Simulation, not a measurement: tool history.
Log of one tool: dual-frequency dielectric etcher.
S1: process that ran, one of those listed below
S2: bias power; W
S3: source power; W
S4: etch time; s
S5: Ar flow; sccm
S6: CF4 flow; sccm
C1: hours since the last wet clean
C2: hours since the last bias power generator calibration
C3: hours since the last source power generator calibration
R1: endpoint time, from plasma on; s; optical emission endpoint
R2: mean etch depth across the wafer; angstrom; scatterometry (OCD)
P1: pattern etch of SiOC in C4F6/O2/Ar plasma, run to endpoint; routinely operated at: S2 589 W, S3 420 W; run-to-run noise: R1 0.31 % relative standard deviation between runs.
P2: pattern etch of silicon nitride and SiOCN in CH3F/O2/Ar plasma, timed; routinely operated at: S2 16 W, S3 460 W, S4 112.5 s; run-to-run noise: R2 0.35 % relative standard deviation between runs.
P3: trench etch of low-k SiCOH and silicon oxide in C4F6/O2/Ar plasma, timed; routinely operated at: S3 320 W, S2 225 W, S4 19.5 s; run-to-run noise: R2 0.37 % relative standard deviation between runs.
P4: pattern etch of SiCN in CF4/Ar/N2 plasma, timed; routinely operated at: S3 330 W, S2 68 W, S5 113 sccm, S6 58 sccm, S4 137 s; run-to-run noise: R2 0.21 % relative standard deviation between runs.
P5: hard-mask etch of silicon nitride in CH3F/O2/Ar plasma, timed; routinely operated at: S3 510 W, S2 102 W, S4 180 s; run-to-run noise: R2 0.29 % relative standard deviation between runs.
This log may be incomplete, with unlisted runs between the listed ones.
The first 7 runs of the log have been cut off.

run	day	S1	S2	S3	S4	S5	S6	C1	C2	C3	R1	R2
8	4.112	P1	589	420				434	1459.7	797.1	15.167	
9	4.758	P2	10	460	112.5			449.5	1475.2	812.6		113.76
10	5.1	P5	102	510	139.5			457.7	1483.4	820.8		1214.5
11	5.688	P5	64	510	180			471.8	1497.5	834.9		1327.3
12	6.342	P4	68	330	137	113	37	487.5	1513.2	850.6		792.17
13	6.833	P3	225	250	19.5			499.3	1525	862.4		541.38
14	7.196	P1	589	420				508	1533.7	871.1	15.3	
15	7.867	P2	16	580	112.5			524.1	1549.8	887.2		148.21
16	8.188	P1	466	420				531.8	1557.5	894.9	16.499	
17	8.546	P2	16	460	112.5			540.4	1566.1	903.5		136.25
18	9.154	P2	16	460	80.5			555	1580.7	918.1		97.212
19	9.796	P1	589	420				570.4	1596.1	933.5	15.165	
20	10.471	P1	791	420				586.6	1612.3	949.7	13.618	
21	10.829	P1	807	280				595.2	1620.9	958.3	15.533	
22	11.267	P1	798	360				605.7	1631.4	968.8	14.246	

For run 23, what comes out?
23	11.792	P1	589	520				618.3	1644	981.4	?	

Logged for run 23: R1 14.052 s.
